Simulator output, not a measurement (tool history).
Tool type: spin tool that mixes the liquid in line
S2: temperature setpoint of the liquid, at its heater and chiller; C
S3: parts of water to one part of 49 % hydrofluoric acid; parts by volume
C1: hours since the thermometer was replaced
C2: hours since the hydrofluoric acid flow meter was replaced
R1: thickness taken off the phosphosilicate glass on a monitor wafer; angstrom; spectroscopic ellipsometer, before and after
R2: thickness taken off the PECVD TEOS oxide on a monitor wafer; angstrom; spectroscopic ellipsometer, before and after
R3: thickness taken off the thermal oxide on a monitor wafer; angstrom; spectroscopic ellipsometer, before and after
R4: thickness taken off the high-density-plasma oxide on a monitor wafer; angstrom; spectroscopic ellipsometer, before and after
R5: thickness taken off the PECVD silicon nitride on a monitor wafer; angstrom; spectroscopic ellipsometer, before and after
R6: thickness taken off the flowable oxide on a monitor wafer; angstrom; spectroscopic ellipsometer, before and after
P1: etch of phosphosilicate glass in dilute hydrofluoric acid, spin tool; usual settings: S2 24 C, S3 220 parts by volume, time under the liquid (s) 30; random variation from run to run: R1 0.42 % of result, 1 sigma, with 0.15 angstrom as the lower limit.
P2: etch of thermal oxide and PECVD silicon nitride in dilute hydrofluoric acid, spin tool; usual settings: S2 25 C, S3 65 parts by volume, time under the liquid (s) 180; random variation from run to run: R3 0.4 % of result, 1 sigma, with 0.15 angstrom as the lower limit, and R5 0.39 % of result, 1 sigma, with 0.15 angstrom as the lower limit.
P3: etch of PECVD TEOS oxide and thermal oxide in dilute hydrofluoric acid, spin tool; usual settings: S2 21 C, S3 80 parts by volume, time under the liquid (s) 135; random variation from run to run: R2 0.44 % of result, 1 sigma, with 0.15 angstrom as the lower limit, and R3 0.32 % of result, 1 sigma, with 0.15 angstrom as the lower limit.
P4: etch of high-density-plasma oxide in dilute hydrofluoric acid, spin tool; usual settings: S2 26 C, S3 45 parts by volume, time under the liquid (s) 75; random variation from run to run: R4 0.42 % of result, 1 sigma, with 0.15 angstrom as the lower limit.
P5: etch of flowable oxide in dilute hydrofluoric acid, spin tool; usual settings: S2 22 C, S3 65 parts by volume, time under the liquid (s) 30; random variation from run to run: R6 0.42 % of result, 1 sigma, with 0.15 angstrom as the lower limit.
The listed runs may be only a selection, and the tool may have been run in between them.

Run 1, hour 2.1: process that ran P1, S2 24 C, S3 220 parts by volume, time under the liquid (s) 30; C1 1194.3; C2 336.1. Result: R1 153.2 angstrom.
Run 2, hour 5.2: process that ran P1, S2 24 C, S3 220 parts by volume, time under the liquid (s) 15; C1 1197.4; C2 339.2. Result: R1 76.606 angstrom.
Run 3, hour 9.4: process that ran P3, S2 21 C, S3 80 parts by volume, time under the liquid (s) 135; C1 1201.6; C2 343.4. Result: R2 322.62 angstrom, R3 72.556 angstrom.
Run 4, hour 13.1: process that ran P1, S2 24 C, S3 220 parts by volume, time under the liquid (s) 30; C1 1205.3; C2 347.1. Result: R1 154 angstrom.
Run 5, hour 16.5: process that ran P3, S2 21 C, S3 80 parts by volume, time under the liquid (s) 245; C1 1208.7; C2 350.5. Result: R2 586.97 angstrom, R3 130.85 angstrom.
Run 6, hour 20.6: process that ran P1, S2 24 C, S3 220 parts by volume, time under the liquid (s) 60; C1 1212.8; C2 354.6. Result: R1 306.54 angstrom.
Run 7, hour 24.7: process that ran P4, S2 26 C, S3 45 parts by volume, time under the liquid (s) 75; C1 1216.9; C2 358.7. Result: R4 100.17 angstrom.
Run 8, hour 28.7: process that ran P2, S2 25 C, S3 45 parts by volume, time under the liquid (s) 180; C1 1220.9; C2 362.7. Result: R3 205.73 angstrom, R5 203.32 angstrom.
Run 9, hour 31: process that ran P1, S2 24 C, S3 220 parts by volume, time under the liquid (s) 30; C1 1223.2; C2 365. Result: R1 154.01 angstrom.
Run 10, hour 35.7: process that ran P1, S2 24 C, S3 220 parts by volume, time under the liquid (s) 30; C1 1227.9; C2 369.7. Result: R1 153.14 angstrom.
Run 11, hour 39.5: process that ran P1, S2 24 C, S3 220 parts by volume, time under the liquid (s) 30; C1 1231.7; C2 373.5. Result: R1 153.49 angstrom.
Run 12, hour 43.8: process that ran P5, S2 22 C, S3 65 parts by volume, time under the liquid (s) 15; C1 1236; C2 377.8. Result: R6 100.01 angstrom.
Run 13, hour 46.1: process that ran P1, S2 28.5 C, S3 220 parts by volume, time under the liquid (s) 30; C1 1238.3; C2 380.1. Result: R1 178.71 angstrom.
Run 14, hour 49.9: process that ran P4, S2 26 C, S3 75 parts by volume, time under the liquid (s) 75; C1 1242.1; C2 383.9. Result: R4 57.497 angstrom.
Run 15, hour 54.1: process that ran P1, S2 24 C, S3 220 parts by volume, time under the liquid (s) 30; C1 1246.3; C2 388.1. Result: R1 153.11 angstrom.
Run 16, hour 56.2: process that ran P2, S2 25 C, S3 65 parts by volume, time under the liquid (s) 30; C1 1248.4; C2 390.2. Result: R3 23.228 angstrom, R5 23.489 angstrom.
Run 17, hour 60.8: process that ran P5, S2 18.5 C, S3 65 parts by volume, time under the liquid (s) 30; C1 1253; C2 394.8. Result: R6 171.8 angstrom.
Run 18, hour 64.4: process that ran P2, S2 25 C, S3 65 parts by volume, time under the liquid (s) 180; C1 1256.6; C2 398.4. Result: R3 139.15 angstrom, R5 141.83 angstrom.
Run 19, hour 66.6: process that ran P4, S2 18.5 C, S3 45 parts by volume, time under the liquid (s) 75; C1 1258.8; C2 400.6. Result: R4 73.528 angstrom.
Run 20, hour 70.5: process that ran P1, S2 17 C, S3 45 parts by volume, time under the liquid (s) 30; C1 1262.7; C2 404.5. Result: R1 684.12 angstrom.
Run 21, hour 74.5: process that ran P3, S2 21 C, S3 80 parts by volume, time under the liquid (s) 135; C1 1266.7; C2 408.5. Result: R2 321.89 angstrom, R3 72.144 angstrom.
Run 22, hour 78.8: process that ran P1, S2 24 C, S3 335 parts by volume, time under the liquid (s) 30; C1 1271; C2 412.8. Result: R1 89.668 angstrom.
Run 23, hour 81.3: process that ran P5, S2 22 C, S3 65 parts by volume, time under the liquid (s) 30; C1 1273.5; C2 415.3. Result: R6 199.03 angstrom.
Run 24, hour 85: process that ran P2, S2 31.5 C, S3 65 parts by volume, time under the liquid (s) 180; C1 1277.2; C2 419. Result: R3 178.4 angstrom, R5 218.35 angstrom.
Run 25, hour 87.2: process that ran P1, S2 24 C, S3 100 parts by volume, time under the liquid (s) 15; C1 1279.4; C2 421.2. Result: R1 192.91 angstrom.
Run 26, hour 89.7: process that ran P2, S2 25 C, S3 65 parts by volume, time under the liquid (s) 180; C1 1281.9; C2 423.7. Result: R3 138.31 angstrom, R5 140.85 angstrom.
Run 27, hour 93.1: process that ran P3, S2 21 C, S3 135 parts by volume, time under the liquid (s) 135; C1 1285.3; C2 427.1. Result: R2 179.54 angstrom, R3 40.338 angstrom.
Run 28, hour 95.3: process that ran P1, S2 24 C, S3 220 parts by volume, time under the liquid (s) 30; C1 1287.5; C2 429.3. Result: R1 152.78 angstrom.
Run 29, hour 97.9: process that ran P1, S2 19.5 C, S3 220 parts by volume, time under the liquid (s) 30; C1 1290.1; C2 431.9. Result: R1 129.41 angstrom.

Run 30 has not been measured yet. What should we expect?
Run 30, hour 100.9: process that ran P1, S2 17.5 C, S3 355 parts by volume, time under the liquid (s) 30; C1 1293.1; C2 434.9. Result: R1 ?.

Run 30 yielded R1 66.687 angstrom.
